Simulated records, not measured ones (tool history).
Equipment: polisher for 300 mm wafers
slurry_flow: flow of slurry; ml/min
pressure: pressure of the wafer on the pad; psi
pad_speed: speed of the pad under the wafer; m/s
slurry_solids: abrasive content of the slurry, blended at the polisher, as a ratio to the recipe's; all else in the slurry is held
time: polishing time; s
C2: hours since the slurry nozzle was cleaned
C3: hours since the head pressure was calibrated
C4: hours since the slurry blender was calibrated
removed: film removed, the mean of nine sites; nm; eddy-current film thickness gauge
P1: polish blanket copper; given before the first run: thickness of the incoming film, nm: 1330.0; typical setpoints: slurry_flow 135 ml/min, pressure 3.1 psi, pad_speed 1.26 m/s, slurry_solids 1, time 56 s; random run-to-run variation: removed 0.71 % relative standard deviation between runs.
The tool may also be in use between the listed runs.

run 1 day=0.354 | slurry_flow=135 pressure=3.1 pad_speed=1.26 slurry_solids=1 time=56 | wafers_polished_on_this_pad=527 C2=87.3 C3=130.4 C4=294.6 | removed=236.02
run 2 day=0.517 | slurry_flow=135 pressure=3.1 pad_speed=1.26 slurry_solids=1.35 time=56 | wafers_polished_on_this_pad=579 C2=91.2 C3=134.3 C4=298.5 | removed=253.75
run 3 day=0.858 | slurry_flow=135 pressure=3.1 pad_speed=1.26 slurry_solids=1 time=56 | wafers_polished_on_this_pad=690 C2=99.4 C3=142.5 C4=306.7 | removed=235.43
-- day=1.021 slurry blender recalibrated
run 4 day=1.096 | slurry_flow=100 pressure=3.1 pad_speed=1.26 slurry_solids=1.4 time=56 | wafers_polished_on_this_pad=766 C2=105.1 C3=148.2 C4=1.8 | removed=237.24
run 5 day=1.404 | slurry_flow=135 pressure=3.1 pad_speed=1.26 slurry_solids=1 time=56 | wafers_polished_on_this_pad=865 C2=112.5 C3=155.6 C4=9.2 | removed=235.92
run 6 day=1.596 | slurry_flow=135 pressure=3.1 pad_speed=1.26 slurry_solids=1 time=56 | wafers_polished_on_this_pad=927 C2=117.1 C3=160.2 C4=13.8 | removed=238.74
run 7 day=1.829 | slurry_flow=135 pressure=1.4 pad_speed=1.26 slurry_solids=1 time=56 | wafers_polished_on_this_pad=1002 C2=122.7 C3=165.8 C4=19.4 | removed=106.41
run 8 day=2.088 | slurry_flow=135 pressure=3.1 pad_speed=1.82 slurry_solids=1 time=56 | wafers_polished_on_this_pad=1086 C2=128.9 C3=172 C4=25.6 | removed=337.82
run 9 day=2.271 | slurry_flow=135 pressure=3.1 pad_speed=1.26 slurry_solids=0.55 time=56 | wafers_polished_on_this_pad=1145 C2=133.3 C3=176.4 C4=30 | removed=211.85
run 10 day=2.6 | slurry_flow=135 pressure=3.1 pad_speed=1.26 slurry_solids=1 time=89 | wafers_polished_on_this_pad=1251 C2=141.2 C3=184.3 C4=37.9 | removed=379.74
run 11 day=2.808 | slurry_flow=185 pressure=3.1 pad_speed=1.26 slurry_solids=1 time=56 | wafers_polished_on_this_pad=1318 C2=146.2 C3=189.3 C4=42.9 | removed=248.69
run 12 day=3.112 | slurry_flow=135 pressure=3.1 pad_speed=1.26 slurry_solids=1 time=56 | wafers_polished_on_this_pad=1416 C2=153.5 C3=196.6 C4=50.2 | removed=236.16
run 13 day=3.283 | slurry_flow=80 pressure=3.1 pad_speed=1.26 slurry_solids=1 time=56 | wafers_polished_on_this_pad=1471 C2=157.6 C3=200.7 C4=54.3 | removed=208.54
run 14 day=3.654 | slurry_flow=135 pressure=3.1 pad_speed=1.26 slurry_solids=1 time=35 | wafers_polished_on_this_pad=1590 C2=166.5 C3=209.6 C4=63.2 | removed=148.26
run 15 day=3.888 | slurry_flow=135 pressure=4.8 pad_speed=1.26 slurry_solids=1 time=56 | wafers_polished_on_this_pad=1665 C2=172.1 C3=215.2 C4=68.8 | removed=366.26
run 16 day=4.188 | slurry_flow=135 pressure=3.1 pad_speed=1.26 slurry_solids=1 time=56 | wafers_polished_on_this_pad=1762 C2=179.3 C3=222.4 C4=76 | removed=236.82
run 17 day=4.512 | slurry_flow=135 pressure=3.1 pad_speed=0.62 slurry_solids=1 time=56 | wafers_polished_on_this_pad=1867 C2=187.1 C3=230.2 C4=83.8 | removed=115.75
run 18 day=4.871 | slurry_flow=135 pressure=3.1 pad_speed=1.26 slurry_solids=1 time=56 | wafers_polished_on_this_pad=1982 C2=195.7 C3=238.8 C4=92.4 | removed=235.19

Run 19 comes next. What will it give?
run 19 day=5.062 | slurry_flow=135 pressure=3.1 pad_speed=1.26 slurry_solids=1 time=56 | wafers_polished_on_this_pad=2044 C2=200.3 C3=243.4 C4=97 | removed=?

Run 19 yielded removed 231.66 nm.
